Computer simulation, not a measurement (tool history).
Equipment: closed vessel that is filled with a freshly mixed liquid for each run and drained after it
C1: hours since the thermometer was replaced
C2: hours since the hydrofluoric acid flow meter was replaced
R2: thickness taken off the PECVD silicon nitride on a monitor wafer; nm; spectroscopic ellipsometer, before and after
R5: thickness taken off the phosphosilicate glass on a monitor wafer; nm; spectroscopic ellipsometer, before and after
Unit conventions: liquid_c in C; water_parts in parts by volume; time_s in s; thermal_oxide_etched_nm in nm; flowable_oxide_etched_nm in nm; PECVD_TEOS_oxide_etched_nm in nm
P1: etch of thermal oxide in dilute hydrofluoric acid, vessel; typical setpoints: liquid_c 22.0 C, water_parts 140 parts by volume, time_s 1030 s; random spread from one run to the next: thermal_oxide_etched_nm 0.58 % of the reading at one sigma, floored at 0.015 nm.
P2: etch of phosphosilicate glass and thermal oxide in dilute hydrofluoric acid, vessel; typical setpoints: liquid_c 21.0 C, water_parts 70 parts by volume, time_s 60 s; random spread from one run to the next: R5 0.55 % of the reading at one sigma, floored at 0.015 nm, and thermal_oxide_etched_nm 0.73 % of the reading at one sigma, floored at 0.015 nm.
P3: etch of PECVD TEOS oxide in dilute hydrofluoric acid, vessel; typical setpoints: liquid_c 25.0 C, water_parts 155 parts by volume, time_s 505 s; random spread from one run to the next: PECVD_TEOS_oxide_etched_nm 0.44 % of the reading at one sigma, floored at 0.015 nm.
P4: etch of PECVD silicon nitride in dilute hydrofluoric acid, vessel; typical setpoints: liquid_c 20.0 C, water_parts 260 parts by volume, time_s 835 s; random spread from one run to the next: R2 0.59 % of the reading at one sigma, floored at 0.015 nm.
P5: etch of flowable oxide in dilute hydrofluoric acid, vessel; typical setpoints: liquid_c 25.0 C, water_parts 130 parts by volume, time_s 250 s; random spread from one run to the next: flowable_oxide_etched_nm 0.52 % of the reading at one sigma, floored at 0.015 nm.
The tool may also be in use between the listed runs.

Run 1, hour 5.9: process P1, liquid_c 22.0 C, water_parts 140 parts by volume, time_s 1030 s; C1 325.8; C2 276.9. Result: thermal_oxide_etched_nm 30.3520 nm.
Run 2, hour 15.6: process P4, liquid_c 17.0 C, water_parts 260 parts by volume, time_s 835 s; C1 335.5; C2 286.6. Result: R2 3.56990 nm.
Run 3, hour 21.8: process P1, liquid_c 22.0 C, water_parts 140 parts by volume, time_s 1600 s; C1 341.7; C2 292.8. Result: thermal_oxide_etched_nm 46.4660 nm.
Run 4, hour 28.4: process P5, liquid_c 25.0 C, water_parts 205 parts by volume, time_s 250 s; C1 348.3; C2 299.4. Result: flowable_oxide_etched_nm 22.534 nm.
Run 5, hour 34.9: process P5, liquid_c 31.5 C, water_parts 130 parts by volume, time_s 250 s; C1 354.8; C2 305.9. Result: flowable_oxide_etched_nm 49.859 nm.
Run 6, hour 40.7: process P1, liquid_c 28.5 C, water_parts 140 parts by volume, time_s 2000 s; C1 360.6; C2 311.7. Result: thermal_oxide_etched_nm 75.3190 nm.
Run 7, hour 46.8: process P4, liquid_c 20.0 C, water_parts 260 parts by volume, time_s 835 s; C1 366.7; C2 317.8. Result: R2 4.39760 nm.
At hour 49.8: thermometer replaced.
Run 8, hour 52.6: process P1, liquid_c 28.5 C, water_parts 140 parts by volume, time_s 1030 s; C1 2.9; C2 323.6. Result: thermal_oxide_etched_nm 39.0630 nm.
Run 9, hour 63.7: process P1, liquid_c 22.0 C, water_parts 80 parts by volume, time_s 1030 s; C1 14.0; C2 334.7. Result: thermal_oxide_etched_nm 56.4310 nm.
Run 10, hour 73.4: process P1, liquid_c 22.0 C, water_parts 140 parts by volume, time_s 1030 s; C1 23.7; C2 344.4. Result: thermal_oxide_etched_nm 30.0470 nm.
Run 11, hour 85.0: process P3, liquid_c 25.0 C, water_parts 155 parts by volume, time_s 505 s; C1 35.3; C2 356.0. Result: PECVD_TEOS_oxide_etched_nm 28.3660 nm.
Run 12, hour 95.3: process P5, liquid_c 25.0 C, water_parts 130 parts by volume, time_s 250 s; C1 45.6; C2 366.3. Result: flowable_oxide_etched_nm 39.099 nm.
Run 13, hour 106.9: process P3, liquid_c 25.0 C, water_parts 155 parts by volume, time_s 505 s; C1 57.2; C2 377.9. Result: PECVD_TEOS_oxide_etched_nm 28.3640 nm.
Run 14, hour 112.3: process P2, liquid_c 21.0 C, water_parts 70 parts by volume, time_s 30 s; C1 62.6; C2 383.3. Result: thermal_oxide_etched_nm 1.8315 nm, R5 24.307 nm.
Run 15, hour 121.1: process P3, liquid_c 25.0 C, water_parts 40 parts by volume, time_s 505 s; C1 71.4; C2 392.1. Result: PECVD_TEOS_oxide_etched_nm 126.1400 nm.
Run 16, hour 132.0: process P3, liquid_c 20.0 C, water_parts 155 parts by volume, time_s 505 s; C1 82.3; C2 403.0. Result: PECVD_TEOS_oxide_etched_nm 23.3000 nm.
Run 17, hour 142.8: process P4, liquid_c 20.0 C, water_parts 260 parts by volume, time_s 60 s; C1 93.1; C2 413.8. Result: R2 0.32129 nm.
Run 18, hour 150.6: process P1, liquid_c 17.0 C, water_parts 140 parts by volume, time_s 1030 s; C1 100.9; C2 421.6. Result: thermal_oxide_etched_nm 24.7980 nm.
Run 19, hour 158.3: process P1, liquid_c 17.0 C, water_parts 140 parts by volume, time_s 280 s; C1 108.6; C2 429.3. Result: thermal_oxide_etched_nm 6.6677 nm.
Run 20, hour 165.1: process P1, liquid_c 22.0 C, water_parts 230 parts by volume, time_s 1030 s; C1 115.4; C2 436.1. Result: thermal_oxide_etched_nm 17.0100 nm.
Run 21, hour 173.2: process P2, liquid_c 21.0 C, water_parts 40 parts by volume, time_s 60 s; C1 123.5; C2 444.2. Result: thermal_oxide_etched_nm 6.7492 nm, R5 89.053 nm.
Run 22, hour 184.9: process P4, liquid_c 20.0 C, water_parts 80 parts by volume, time_s 835 s; C1 135.2; C2 455.9. Result: R2 13.85000 nm.
Run 23, hour 192.1: process P3, liquid_c 25.0 C, water_parts 155 parts by volume, time_s 160 s; C1 142.4; C2 463.1. Result: PECVD_TEOS_oxide_etched_nm 9.0468 nm.
Run 24, hour 198.9: process P2, liquid_c 17.0 C, water_parts 70 parts by volume, time_s 60 s; C1 149.2; C2 469.9. Result: thermal_oxide_etched_nm 3.1365 nm, R5 40.930 nm.
Run 25, hour 205.6: process P1, liquid_c 22.0 C, water_parts 140 parts by volume, time_s 155 s; C1 155.9; C2 476.6. Result: thermal_oxide_etched_nm 4.5738 nm.
Run 26, hour 214.0: process P1, liquid_c 22.0 C, water_parts 140 parts by volume, time_s 1030 s; C1 164.3; C2 485.0. Result: thermal_oxide_etched_nm 30.0970 nm.
Run 27, hour 221.9: process P5, liquid_c 25.0 C, water_parts 130 parts by volume, time_s 80 s; C1 172.2; C2 492.9. Result: flowable_oxide_etched_nm 12.418 nm.
Run 28, hour 233.2: process P2, liquid_c 21.0 C, water_parts 70 parts by volume, time_s 60 s; C1 183.5; C2 504.2. Result: thermal_oxide_etched_nm 3.6451 nm, R5 49.022 nm.
Run 29, hour 241.8: process P1, liquid_c 22.0 C, water_parts 140 parts by volume, time_s 1030 s; C1 192.1; C2 512.8. Result: thermal_oxide_etched_nm 30.4650 nm.
Run 30, hour 248.9: process P1, liquid_c 22.0 C, water_parts 235 parts by volume, time_s 530 s; C1 199.2; C2 519.9. Result: thermal_oxide_etched_nm 8.4390 nm.
Run 31, hour 259.2: process P1, liquid_c 22.0 C, water_parts 140 parts by volume, time_s 1030 s; C1 209.5; C2 530.2. Result: thermal_oxide_etched_nm 30.6500 nm.

Predict the results of run 32:
Run 32, hour 270.8: process P1, liquid_c 22.0 C, water_parts 140 parts by volume, time_s 1030 s; C1 221.1; C2 541.8. Result: thermal_oxide_etched_nm ?.

thermal_oxide_etched_nm: 31.3590 nm
